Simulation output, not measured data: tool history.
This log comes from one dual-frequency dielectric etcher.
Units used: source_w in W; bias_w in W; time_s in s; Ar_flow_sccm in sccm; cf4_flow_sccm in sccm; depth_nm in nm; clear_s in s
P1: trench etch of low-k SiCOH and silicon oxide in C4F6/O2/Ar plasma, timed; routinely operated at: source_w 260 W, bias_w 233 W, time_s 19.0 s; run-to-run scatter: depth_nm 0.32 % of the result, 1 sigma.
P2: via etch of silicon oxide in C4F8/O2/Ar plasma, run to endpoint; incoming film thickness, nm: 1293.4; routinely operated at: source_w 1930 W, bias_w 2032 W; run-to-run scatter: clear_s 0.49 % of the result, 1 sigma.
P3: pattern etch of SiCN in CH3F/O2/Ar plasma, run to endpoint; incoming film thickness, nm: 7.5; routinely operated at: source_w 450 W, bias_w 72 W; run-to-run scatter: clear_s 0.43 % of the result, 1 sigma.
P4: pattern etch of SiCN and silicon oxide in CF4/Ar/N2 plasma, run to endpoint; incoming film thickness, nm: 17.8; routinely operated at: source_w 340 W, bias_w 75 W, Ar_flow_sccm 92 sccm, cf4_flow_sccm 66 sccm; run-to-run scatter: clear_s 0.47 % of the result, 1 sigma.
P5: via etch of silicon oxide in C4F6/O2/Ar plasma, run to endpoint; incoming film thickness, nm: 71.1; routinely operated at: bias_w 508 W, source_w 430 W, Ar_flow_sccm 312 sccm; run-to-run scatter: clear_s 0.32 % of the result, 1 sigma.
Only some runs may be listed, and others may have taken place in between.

{"run": 1, "hour": 5.0, "process": "P1", "source_w": 260, "bias_w": 233, "time_s": 19.0, "depth_nm": 55.256}
{"run": 2, "hour": 9.0, "process": "P1", "source_w": 260, "bias_w": 233, "time_s": 27.0, "depth_nm": 78.809}
{"run": 3, "hour": 15.6, "process": "P5", "source_w": 430, "bias_w": 508, "Ar_flow_sccm": 184, "clear_s": 14.812}
{"run": 4, "hour": 19.2, "process": "P4", "source_w": 340, "bias_w": 75, "Ar_flow_sccm": 92, "cf4_flow_sccm": 91, "clear_s": 25.261}
{"run": 5, "hour": 23.1, "process": "P1", "source_w": 160, "bias_w": 233, "time_s": 19.0, "depth_nm": 45.936}
{"run": 6, "hour": 27.3, "process": "P1", "source_w": 260, "bias_w": 233, "time_s": 19.0, "depth_nm": 55.115}
{"run": 7, "hour": 32.6, "process": "P2", "source_w": 1930, "bias_w": 2032, "clear_s": 261.14}
{"run": 8, "hour": 36.6, "process": "P4", "source_w": 340, "bias_w": 75, "Ar_flow_sccm": 117, "cf4_flow_sccm": 66, "clear_s": 27.264}
{"run": 9, "hour": 41.5, "process": "P4", "source_w": 340, "bias_w": 43, "Ar_flow_sccm": 92, "cf4_flow_sccm": 66, "clear_s": 31.505}
{"run": 10, "hour": 45.8, "process": "P3", "source_w": 560, "bias_w": 72, "clear_s": 18.14}
{"run": 11, "hour": 52.2, "process": "P5", "source_w": 430, "bias_w": 305, "Ar_flow_sccm": 312, "clear_s": 18.686}
{"hour": 54.6, "done": "source power generator calibrated"}
{"run": 12, "hour": 55.4, "process": "P1", "source_w": 260, "bias_w": 233, "time_s": 19.0, "depth_nm": 55.454}
{"run": 13, "hour": 59.8, "process": "P5", "source_w": 430, "bias_w": 508, "Ar_flow_sccm": 312, "clear_s": 15.721}
{"run": 14, "hour": 63.7, "process": "P1", "source_w": 260, "bias_w": 233, "time_s": 19.0, "depth_nm": 55.338}
{"run": 15, "hour": 69.7, "process": "P3", "source_w": 450, "bias_w": 98, "clear_s": 17.566}
{"run": 16, "hour": 74.2, "process": "P2", "source_w": 1520, "bias_w": 2032, "clear_s": 287.31}
{"run": 17, "hour": 80.4, "process": "P1", "source_w": 360, "bias_w": 233, "time_s": 19.0, "depth_nm": 62.251}
{"run": 18, "hour": 86.9, "process": "P1", "source_w": 260, "bias_w": 233, "time_s": 19.0, "depth_nm": 55.172}
{"run": 19, "hour": 92.4, "process": "P1", "source_w": 260, "bias_w": 174, "time_s": 27.5, "depth_nm": 72.594}
{"run": 20, "hour": 99.3, "process": "P1", "source_w": 260, "bias_w": 233, "time_s": 13.5, "depth_nm": 39.31}
{"run": 21, "hour": 104.8, "process": "P4", "source_w": 460, "bias_w": 75, "Ar_flow_sccm": 92, "cf4_flow_sccm": 66, "clear_s": 20.2}
{"run": 22, "hour": 111.4, "process": "P3", "source_w": 450, "bias_w": 72, "clear_s": 19.651}
{"hour": 114.1, "done": "bias power generator calibrated"}
{"run": 23, "hour": 115.2, "process": "P1", "source_w": 260, "bias_w": 281, "time_s": 19.0, "depth_nm": 58.894}
{"run": 24, "hour": 121.8, "process": "P2", "source_w": 1930, "bias_w": 1632, "clear_s": 278.35}
{"run": 25, "hour": 127.7, "process": "P5", "source_w": 530, "bias_w": 508, "Ar_flow_sccm": 312, "clear_s": 14.466}
{"run": 26, "hour": 130.8, "process": "P4", "source_w": 340, "bias_w": 75, "Ar_flow_sccm": 92, "cf4_flow_sccm": 66, "clear_s": 26.407}
{"run": 27, "hour": 134.3, "process": "P2", "source_w": 1930, "bias_w": 2032, "clear_s": 261.76}
{"run": 28, "hour": 138.8, "process": "P1", "source_w": 260, "bias_w": 138, "time_s": 19.0, "depth_nm": 46.683}
{"run": 29, "hour": 143.0, "process": "P1", "source_w": 260, "bias_w": 233, "time_s": 19.0, "depth_nm": 55.473}
{"run": 30, "hour": 148.3, "process": "P1", "source_w": 260, "bias_w": 233, "time_s": 19.0, "depth_nm": 54.963}
{"run": 31, "hour": 154.5, "process": "P1", "source_w": 260, "bias_w": 233, "time_s": 19.0, "depth_nm": 54.737}
{"run": 32, "hour": 160.6, "process": "P1", "source_w": 260, "bias_w": 233, "time_s": 19.0, "depth_nm": 54.614}
{"run": 33, "hour": 164.8, "process": "P1", "source_w": 260, "bias_w": 233, "time_s": 19.0, "depth_nm": 54.343}
{"run": 34, "hour": 169.8, "process": "P1", "source_w": 260, "bias_w": 233, "time_s": 19.0, "depth_nm": 54.314}
{"hour": 172.1, "done": "wet clean of the chamber"}
{"run": 35, "hour": 173.4, "process": "P1", "source_w": 260, "bias_w": 233, "time_s": 19.0, "depth_nm": 54.449}
{"run": 36, "hour": 177.8, "process": "P1", "source_w": 260, "bias_w": 233, "time_s": 19.0, "depth_nm": 54.243}
{"run": 37, "hour": 181.5, "process": "P1", "source_w": 260, "bias_w": 233, "time_s": 19.0, "depth_nm": 54.277}
{"run": 38, "hour": 185.0, "process": "P1", "source_w": 260, "bias_w": 233, "time_s": 19.0, "depth_nm": 54.265}
{"run": 39, "hour": 189.6, "process": "P1", "source_w": 260, "bias_w": 233, "time_s": 19.0, "depth_nm": 54.074}

Compared with where it was, what P1 gives has crept away. Each cause listed below fits the log as well as the rest, at the size given for it:
A: bias power that arrives under what is set, % = 4.53
B: source power that arrives under what is set, % = 4.07
The onset of the drift is placed at about hour 143.0.
The rest of the possible causes, and what rules out each one:
chamber walls in a state that lowers the etch rate, %: serviced at hour 172.1, which brought nothing back

Which of the 4 check runs listed below, each an average over 2 wafers with its results shown as question marks, gives clearly different results under the different listed causes?
{"run": "check 1", "hour": 194.2, "process": "P3", "source_w": 450, "bias_w": 94, "clear_s": "?"}
{"run": "check 2", "hour": 194.2, "process": "P4", "source_w": 440, "bias_w": 47, "Ar_flow_sccm": 92, "cf4_flow_sccm": 66, "clear_s": "?"}
{"run": "check 3", "hour": 194.2, "process": "P5", "source_w": 430, "bias_w": 365, "Ar_flow_sccm": 226, "clear_s": "?"}
{"run": "check 4", "hour": 194.2, "process": "P2", "source_w": 1630, "bias_w": 1735, "clear_s": "?"}

Outcome of each check run for each possible cause:
check=check_1 result=clear_s if_A=18.209 if_B=18.179
check=check_2 result=clear_s if_A=24.726 if_B=25.304
check=check_3 result=clear_s if_A=17.312 if_B=17.298
check=check_4 result=clear_s if_A=295.640 if_B=296.730
How far apart the two closest causes lie, in the result that separates them most: check 1 0.17 %; check 2 2.31 %; check 3 0.08 %; check 4 0.37 %
Check 2 is the one run that separates the causes; every other check would come out nearly the same whichever cause is at work.

After running check 2, the following was obtained: clear_s 24.618 s. Which cause does this point to?

It was cause A: bias power that arrives under what is set, %.

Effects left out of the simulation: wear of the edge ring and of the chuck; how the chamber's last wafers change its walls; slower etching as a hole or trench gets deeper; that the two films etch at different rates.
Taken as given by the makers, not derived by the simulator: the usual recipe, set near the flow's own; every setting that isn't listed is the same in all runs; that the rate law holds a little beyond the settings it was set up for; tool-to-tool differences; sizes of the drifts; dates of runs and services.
